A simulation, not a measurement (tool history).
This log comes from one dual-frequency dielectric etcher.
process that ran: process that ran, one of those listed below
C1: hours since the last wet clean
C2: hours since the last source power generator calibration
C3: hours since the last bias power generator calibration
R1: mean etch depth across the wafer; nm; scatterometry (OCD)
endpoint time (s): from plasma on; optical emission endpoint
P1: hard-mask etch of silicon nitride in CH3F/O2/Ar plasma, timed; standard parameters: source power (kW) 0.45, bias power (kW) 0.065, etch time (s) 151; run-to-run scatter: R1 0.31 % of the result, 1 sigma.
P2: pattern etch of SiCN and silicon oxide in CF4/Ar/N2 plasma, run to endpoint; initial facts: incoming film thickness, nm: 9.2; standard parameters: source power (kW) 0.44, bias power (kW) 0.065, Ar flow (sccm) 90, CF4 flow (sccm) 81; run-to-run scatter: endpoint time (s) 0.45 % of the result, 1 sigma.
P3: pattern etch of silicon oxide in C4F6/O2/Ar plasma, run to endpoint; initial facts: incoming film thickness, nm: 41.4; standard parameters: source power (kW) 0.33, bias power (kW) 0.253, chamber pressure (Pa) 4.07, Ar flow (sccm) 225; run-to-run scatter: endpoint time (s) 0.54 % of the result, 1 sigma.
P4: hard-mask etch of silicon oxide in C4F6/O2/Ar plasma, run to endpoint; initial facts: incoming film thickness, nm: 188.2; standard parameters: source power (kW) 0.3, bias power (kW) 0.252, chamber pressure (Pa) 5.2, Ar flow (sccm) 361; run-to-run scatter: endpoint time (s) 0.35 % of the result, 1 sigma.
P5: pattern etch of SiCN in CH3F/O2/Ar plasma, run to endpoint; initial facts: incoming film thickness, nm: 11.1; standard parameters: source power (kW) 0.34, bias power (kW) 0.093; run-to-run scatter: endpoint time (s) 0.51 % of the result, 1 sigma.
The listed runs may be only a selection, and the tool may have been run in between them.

run 1 hour=10.4 | process_that_ran=P1 source_power_(kW)=0.45 bias_power_(kW)=0.065 etch_time_(s)=151 | C1=287.3 C2=1674.4 C3=604.7 | R1=105.97
run 2 hour=21.6 | process_that_ran=P1 source_power_(kW)=0.45 bias_power_(kW)=0.065 etch_time_(s)=151 | C1=298.5 C2=1685.6 C3=615.9 | R1=105.89
run 3 hour=33.1 | process_that_ran=P3 source_power_(kW)=0.33 bias_power_(kW)=0.163 chamber_pressure_(Pa)=4.07 Ar_flow_(sccm)=225 | C1=310 C2=1697.1 C3=627.4 | endpoint_time_(s)=14.585
run 4 hour=39.5 | process_that_ran=P1 source_power_(kW)=0.45 bias_power_(kW)=0.052 etch_time_(s)=151 | C1=316.4 C2=1703.5 C3=633.8 | R1=98.592
run 5 hour=48.7 | process_that_ran=P4 source_power_(kW)=0.3 bias_power_(kW)=0.252 chamber_pressure_(Pa)=5.2 Ar_flow_(sccm)=361 | C1=325.6 C2=1712.7 C3=643 | endpoint_time_(s)=65.102
run 6 hour=54.5 | process_that_ran=P1 source_power_(kW)=0.28 bias_power_(kW)=0.065 etch_time_(s)=151 | C1=331.4 C2=1718.5 C3=648.8 | R1=88.473
run 7 hour=61.9 | process_that_ran=P1 source_power_(kW)=0.53 bias_power_(kW)=0.065 etch_time_(s)=95 | C1=338.8 C2=1725.9 C3=656.2 | R1=70.634
run 8 hour=74.9 | process_that_ran=P1 source_power_(kW)=0.6 bias_power_(kW)=0.039 etch_time_(s)=151 | C1=351.8 C2=1738.9 C3=669.2 | R1=101.27
run 9 hour=82.1 | process_that_ran=P5 source_power_(kW)=0.34 bias_power_(kW)=0.093 | C1=359 C2=1746.1 C3=676.4 | endpoint_time_(s)=29.059
run 10 hour=90.4 | process_that_ran=P3 source_power_(kW)=0.33 bias_power_(kW)=0.253 chamber_pressure_(Pa)=5 Ar_flow_(sccm)=225 | C1=367.3 C2=1754.4 C3=684.7 | endpoint_time_(s)=12.928
run 11 hour=97 | process_that_ran=P1 source_power_(kW)=0.45 bias_power_(kW)=0.065 etch_time_(s)=151 | C1=373.9 C2=1761 C3=691.3 | R1=105.79
run 12 hour=104.4 | process_that_ran=P2 source_power_(kW)=0.26 bias_power_(kW)=0.065 Ar_flow_(sccm)=90 CF4_flow_(sccm)=81 | C1=381.3 C2=1768.4 C3=698.7 | endpoint_time_(s)=17.143
run 13 hour=111.5 | process_that_ran=P4 source_power_(kW)=0.3 bias_power_(kW)=0.252 chamber_pressure_(Pa)=5.2 Ar_flow_(sccm)=361 | C1=388.4 C2=1775.5 C3=705.8 | endpoint_time_(s)=64.635
run 14 hour=119.9 | process_that_ran=P1 source_power_(kW)=0.59 bias_power_(kW)=0.065 etch_time_(s)=151 | C1=396.8 C2=1783.9 C3=714.2 | R1=117.7
run 15 hour=128.7 | process_that_ran=P5 source_power_(kW)=0.34 bias_power_(kW)=0.129 | C1=405.6 C2=1792.7 C3=723 | endpoint_time_(s)=25.654
run 16 hour=136.8 | process_that_ran=P4 source_power_(kW)=0.3 bias_power_(kW)=0.304 chamber_pressure_(Pa)=5.2 Ar_flow_(sccm)=361 | C1=413.7 C2=1800.8 C3=731.1 | endpoint_time_(s)=60.213
run 17 hour=147 | process_that_ran=P4 source_power_(kW)=0.3 bias_power_(kW)=0.252 chamber_pressure_(Pa)=5.2 Ar_flow_(sccm)=272 | C1=423.9 C2=1811 C3=741.3 | endpoint_time_(s)=62.729
run 18 hour=155.8 | process_that_ran=P1 source_power_(kW)=0.45 bias_power_(kW)=0.065 etch_time_(s)=106 | C1=432.7 C2=1819.8 C3=750.1 | R1=74.57
run 19 hour=169 | process_that_ran=P4 source_power_(kW)=0.3 bias_power_(kW)=0.252 chamber_pressure_(Pa)=3.87 Ar_flow_(sccm)=361 | C1=445.9 C2=1833 C3=763.3 | endpoint_time_(s)=62.634
run 20 hour=178.5 | process_that_ran=P3 source_power_(kW)=0.33 bias_power_(kW)=0.253 chamber_pressure_(Pa)=4.07 Ar_flow_(sccm)=143 | C1=455.4 C2=1842.5 C3=772.8 | endpoint_time_(s)=12.084
run 21 hour=189.5 | process_that_ran=P1 source_power_(kW)=0.45 bias_power_(kW)=0.065 etch_time_(s)=188.5 | C1=466.4 C2=1853.5 C3=783.8 | R1=133.19
run 22 hour=202.8 | process_that_ran=P2 source_power_(kW)=0.44 bias_power_(kW)=0.065 Ar_flow_(sccm)=90 CF4_flow_(sccm)=81 | C1=479.7 C2=1866.8 C3=797.1 | endpoint_time_(s)=10.75
run 23 hour=213.1 | process_that_ran=P1 source_power_(kW)=0.45 bias_power_(kW)=0.065 etch_time_(s)=151 | C1=490 C2=1877.1 C3=807.4 | R1=106.53
run 24 hour=220.2 | process_that_ran=P1 source_power_(kW)=0.45 bias_power_(kW)=0.065 etch_time_(s)=151 | C1=497.1 C2=1884.2 C3=814.5 | R1=106.72
run 25 hour=233.2 | process_that_ran=P2 source_power_(kW)=0.44 bias_power_(kW)=0.091 Ar_flow_(sccm)=90 CF4_flow_(sccm)=81 | C1=510.1 C2=1897.2 C3=827.5 | endpoint_time_(s)=9.6023
run 26 hour=243.2 | process_that_ran=P3 source_power_(kW)=0.45 bias_power_(kW)=0.253 chamber_pressure_(Pa)=4.07 Ar_flow_(sccm)=225 | C1=520.1 C2=1907.2 C3=837.5 | endpoint_time_(s)=11.038
run 27 hour=252.5 | process_that_ran=P1 source_power_(kW)=0.45 bias_power_(kW)=0.083 etch_time_(s)=151 | C1=529.4 C2=1916.5 C3=846.8 | R1=115.26
run 28 hour=264 | process_that_ran=P5 source_power_(kW)=0.24 bias_power_(kW)=0.093 | C1=540.9 C2=1928 C3=858.3 | endpoint_time_(s)=32.844
run 29 hour=274 | process_that_ran=P2 source_power_(kW)=0.44 bias_power_(kW)=0.065 Ar_flow_(sccm)=121 CF4_flow_(sccm)=81 | C1=550.9 C2=1938 C3=868.3 | endpoint_time_(s)=11.184
run 30 hour=281.5 | process_that_ran=P3 source_power_(kW)=0.33 bias_power_(kW)=0.253 chamber_pressure_(Pa)=4.07 Ar_flow_(sccm)=225 | C1=558.4 C2=1945.5 C3=875.8 | endpoint_time_(s)=12.539
run 31 hour=292.7 | process_that_ran=P2 source_power_(kW)=0.44 bias_power_(kW)=0.065 Ar_flow_(sccm)=90 CF4_flow_(sccm)=112 | C1=569.6 C2=1956.7 C3=887 | endpoint_time_(s)=10.275
run 32 hour=302.7 | process_that_ran=P1 source_power_(kW)=0.45 bias_power_(kW)=0.086 etch_time_(s)=91.5 | C1=579.6 C2=1966.7 C3=897 | R1=70.421
run 33 hour=313.9 | process_that_ran=P3 source_power_(kW)=0.33 bias_power_(kW)=0.253 chamber_pressure_(Pa)=4.07 Ar_flow_(sccm)=225 | C1=590.8 C2=1977.9 C3=908.2 | endpoint_time_(s)=12.512
run 34 hour=325.6 | process_that_ran=P4 source_power_(kW)=0.42 bias_power_(kW)=0.252 chamber_pressure_(Pa)=5.2 Ar_flow_(sccm)=361 | C1=602.5 C2=1989.6 C3=919.9 | endpoint_time_(s)=56.926
run 35 hour=335.3 | process_that_ran=P5 source_power_(kW)=0.34 bias_power_(kW)=0.093 | C1=612.2 C2=1999.3 C3=929.6 | endpoint_time_(s)=29.177
run 36 hour=348.1 | process_that_ran=P1 source_power_(kW)=0.45 bias_power_(kW)=0.065 etch_time_(s)=151 | C1=625 C2=2012.1 C3=942.4 | R1=106.37
run 37 hour=357.6 | process_that_ran=P1 source_power_(kW)=0.45 bias_power_(kW)=0.065 etch_time_(s)=151 | C1=634.5 C2=2021.6 C3=951.9 | R1=105.77
run 38 hour=368.1 | process_that_ran=P1 source_power_(kW)=0.45 bias_power_(kW)=0.065 etch_time_(s)=151 | C1=645 C2=2032.1 C3=962.4 | R1=105.09
run 39 hour=377.3 | process_that_ran=P1 source_power_(kW)=0.45 bias_power_(kW)=0.065 etch_time_(s)=151 | C1=654.2 C2=2041.3 C3=971.6 | R1=105.08
run 40 hour=385.7 | process_that_ran=P1 source_power_(kW)=0.45 bias_power_(kW)=0.065 etch_time_(s)=151 | C1=662.6 C2=2049.7 C3=980 | R1=104.98
run 41 hour=395.1 | process_that_ran=P1 source_power_(kW)=0.45 bias_power_(kW)=0.065 etch_time_(s)=151 | C1=672 C2=2059.1 C3=989.4 | R1=104.61
-- hour=398.4 wet clean of the chamber
run 42 hour=401.4 | process_that_ran=P1 source_power_(kW)=0.45 bias_power_(kW)=0.065 etch_time_(s)=151 | C1=3 C2=2065.4 C3=995.7 | R1=104.7
run 43 hour=408 | process_that_ran=P1 source_power_(kW)=0.45 bias_power_(kW)=0.065 etch_time_(s)=151 | C1=9.6 C2=2072 C3=1002.3 | R1=104.36
run 44 hour=420 | process_that_ran=P1 source_power_(kW)=0.45 bias_power_(kW)=0.065 etch_time_(s)=151 | C1=21.6 C2=2084 C3=1014.3 | R1=104.92
run 45 hour=430.5 | process_that_ran=P1 source_power_(kW)=0.45 bias_power_(kW)=0.065 etch_time_(s)=151 | C1=32.1 C2=2094.5 C3=1024.8 | R1=103.82
run 46 hour=440.8 | process_that_ran=P1 source_power_(kW)=0.45 bias_power_(kW)=0.065 etch_time_(s)=151 | C1=42.4 C2=2104.8 C3=1035.1 | R1=104.54
run 47 hour=449.7 | process_that_ran=P1 source_power_(kW)=0.45 bias_power_(kW)=0.065 etch_time_(s)=151 | C1=51.3 C2=2113.7 C3=1044 | R1=104.72

The output of P1 has drifted from where it used to be. Each of the 2 causes below, taken at the size shown beside it, accounts for the log equally well:
A: source power that arrives under what is set, % = 3.99
B: bias power that arrives under what is set, % = 4.61
At approximately hour 348.1, the process output began to creep.
Ruled out, with reasons:
chamber walls in a state that lowers the etch rate, %: was serviced at hour 398.4, once the creep was under way, yet the earlier output never came back

Which of the 4 check runs listed below, each an average over 3 wafers with its results shown as question marks, gives clearly different results under the different listed causes?
run check 1 hour=458.6 | process_that_ran=P4 source_power_(kW)=0.4 bias_power_(kW)=0.252 chamber_pressure_(Pa)=5.2 Ar_flow_(sccm)=361 | endpoint_time_(s)=?
run check 2 hour=458.6 | process_that_ran=P2 source_power_(kW)=0.44 bias_power_(kW)=0.078 Ar_flow_(sccm)=90 CF4_flow_(sccm)=81 | endpoint_time_(s)=?
run check 3 hour=458.6 | process_that_ran=P5 source_power_(kW)=0.26 bias_power_(kW)=0.093 | endpoint_time_(s)=?
run check 4 hour=458.6 | process_that_ran=P3 source_power_(kW)=0.33 bias_power_(kW)=0.166 chamber_pressure_(Pa)=4.07 Ar_flow_(sccm)=159 | endpoint_time_(s)=?

How each check would come out, cause by cause:
check=check_1 result=endpoint_time_(s) if_A=58.768 if_B=58.788
check=check_2 result=endpoint_time_(s) if_A=10.506 if_B=10.294
check=check_3 result=endpoint_time_(s) if_A=32.478 if_B=32.576
check=check_4 result=endpoint_time_(s) if_A=14.128 if_B=14.113
Separation of the two closest causes in each check, using whichever result separates them best: check 1 0.03 %; check 2 2.04 %; check 3 0.3 %; check 4 0.11 %
Only in check 2 would the causes give clearly different results; in the remaining checks their results would be nearly the same.

Here is what check 2 returned: endpoint time (s) 10.536. Which cause is it?

It is A: source power that arrives under what is set, %.

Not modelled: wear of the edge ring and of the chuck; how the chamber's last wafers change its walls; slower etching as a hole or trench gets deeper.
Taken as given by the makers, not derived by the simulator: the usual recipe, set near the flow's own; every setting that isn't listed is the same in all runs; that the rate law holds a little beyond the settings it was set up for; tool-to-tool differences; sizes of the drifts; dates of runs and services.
